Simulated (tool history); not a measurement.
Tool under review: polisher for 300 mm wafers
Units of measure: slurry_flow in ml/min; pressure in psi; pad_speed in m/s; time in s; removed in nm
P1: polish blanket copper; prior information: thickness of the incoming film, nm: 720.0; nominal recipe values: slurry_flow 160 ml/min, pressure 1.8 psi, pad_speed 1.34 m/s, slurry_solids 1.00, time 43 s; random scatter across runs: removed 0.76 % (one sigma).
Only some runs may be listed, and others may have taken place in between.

run    day  slurry_flow  pressure  pad_speed  slurry_solids  time  wafers polished on this pad  hours since the slurry nozzle was cleaned  hours since the head pressure was calibrated  hours since the slurry blender was calibrated  removed
  1  0.171          160       1.8       1.34           1.00    43                          129                                      142.0                                         350.2                                          163.7  118.100
  2  0.317          160       2.6       1.34           1.25    43                          181                                      145.5                                         353.7                                          167.2  177.490
  3  0.450          160       2.7       1.34           1.00    43                          228                                      148.7                                         356.9                                          170.4  175.140
     0.496  -- slurry blender recalibrated
  4  0.629          160       1.8       1.34           1.00    43                          292                                      153.0                                         361.2                                            3.3  115.870
  5  0.792          160       1.8       1.92           1.00    43                          349                                      156.9                                         365.1                                            7.2  167.540
  6  0.971          220       2.5       1.34           1.00    43                          413                                      161.2                                         369.4                                           11.5  168.690
     1.058  -- worn pad replaced by a new one
  7  1.092          160       1.8       1.34           1.00    66                           12                                      164.1                                         372.3                                           14.4  177.490
  8  1.238          160       2.3       0.94           1.00    43                           64                                      167.6                                         375.8                                           17.9  104.090
  9  1.329          160       1.8       1.34           1.00    43                           96                                      169.8                                         378.0                                           20.1  116.330
 10  1.471          160       1.8       1.34           1.00    43                          146                                      173.2                                         381.4                                           23.5  115.730
 11  1.579          160       1.8       1.34           1.50    43                          185                                      175.8                                         384.0                                           26.1  127.130
 12  1.742          160       0.8       1.34           1.00    43                          243                                      179.7                                         387.9                                           30.0   50.917
 13  1.838          160       1.8       1.34           1.00    43                          277                                      182.0                                         390.2                                           32.3  114.750
 14  2.008           95       1.8       1.34           1.00    43                          337                                      186.1                                         394.3                                           36.4  104.860
 15  2.088          160       1.8       0.88           1.00    43                          366                                      188.0                                         396.2                                           38.3   75.835
 16  2.208          160       1.8       1.34           1.00    23                          408                                      190.9                                         399.1                                           41.2   62.005
 17  2.342          160       1.8       1.34           0.60    43                          456                                      194.1                                         402.3                                           44.4  103.720
 18  2.450          245       1.8       1.34           1.00    43                          494                                      196.7                                         404.9                                           47.0  121.510
 19  2.617          160       1.8       1.34           1.00    43                          554                                      200.7                                         408.9                                           51.0  115.630
 20  2.758          160       1.8       1.34           1.00    43                          604                                      204.1                                         412.3                                           54.4  114.220
 21  2.871          160       1.8       1.34           1.00    43                          644                                      206.8                                         415.0                                           57.1  110.970
 22  2.979          160       1.8       1.34           1.00    43                          682                                      209.4                                         417.6                                           59.7  109.280
 23  3.146          160       1.8       1.34           1.00    43                          742                                      213.4                                         421.6                                           63.7  108.350
 24  3.329          160       1.8       1.34           1.00    43                          807                                      217.8                                         426.0                                           68.1  108.550
     3.404  -- slurry blender recalibrated
 25  3.508          160       1.8       1.34           1.00    43                          870                                      222.1                                         430.3                                            2.5  107.270
 26  3.658          160       1.8       1.34           1.00    43                          924                                      225.7                                         433.9                                            6.1  106.320
     3.729  -- worn pad replaced by a new one
 27  3.779          160       1.8       1.34           1.00    43                           18                                      228.6                                         436.8                                            9.0  105.070
 28  3.938          160       1.8       1.34           1.00    43                           74                                      232.4                                         440.6                                           12.8  105.360
 29  4.058          160       1.8       1.34           1.00    43                          117                                      235.3                                         443.5                                           15.7  106.520
 30  4.167          160       1.8       1.34           1.00    43                          156                                      237.9                                         446.1                                           18.3  106.460

The output of P1 has drifted from where it used to be. Each of the 2 causes below, taken at the size shown beside it, accounts for the log equally well:
A: head's pressure below its setpoint, % = 8.82
B: slurry flow missing at the pad, % = 36.6
Creep in the process output first set in at about day 2.617.
Each remaining cause and why it is not a fit:
removal rate lost through wear of the pad, %: maintenance at day 3.729, after the shift began, did not return the process to its former output
abrasive missing from the slurry, %: maintenance at day 3.404, after the shift began, did not return the process to its former output

Which of the 4 check runs listed below, each an average over 5 wafers with its results shown as question marks, gives clearly different results under the different listed causes?
check 1  4.275          160       1.8       1.60           0.75    43                                                                                                                                                                             ?
check 2  4.275          160       0.9       1.92           1.00    43                                                                                                                                                                             ?
check 3  4.275          160       1.8       1.34           1.20    43                                                                                                                                                                             ?
check 4  4.275          225       1.8       1.34           1.00    31                                                                                                                                                                             ?

Predicted outcomes, by check and by cause:
  check   result     if A     if B
check 1  removed  118.870  118.890
check 2  removed   75.775   75.787
check 3  removed  110.030  110.050
check 4  removed   79.969   81.994
Smallest distance between any two causes, each pair judged by its most separating result, in per cent: check 1 0.02 %; check 2 0.02 %; check 3 0.02 %; check 4 2.5 %
Check 4 is the one run that separates the causes; every other check would come out nearly the same whichever cause is at work.

The results of check 4 are: removed 79.497 nm. Based on these, which of the listed causes is it?

The cause is A: head's pressure below its setpoint, %.

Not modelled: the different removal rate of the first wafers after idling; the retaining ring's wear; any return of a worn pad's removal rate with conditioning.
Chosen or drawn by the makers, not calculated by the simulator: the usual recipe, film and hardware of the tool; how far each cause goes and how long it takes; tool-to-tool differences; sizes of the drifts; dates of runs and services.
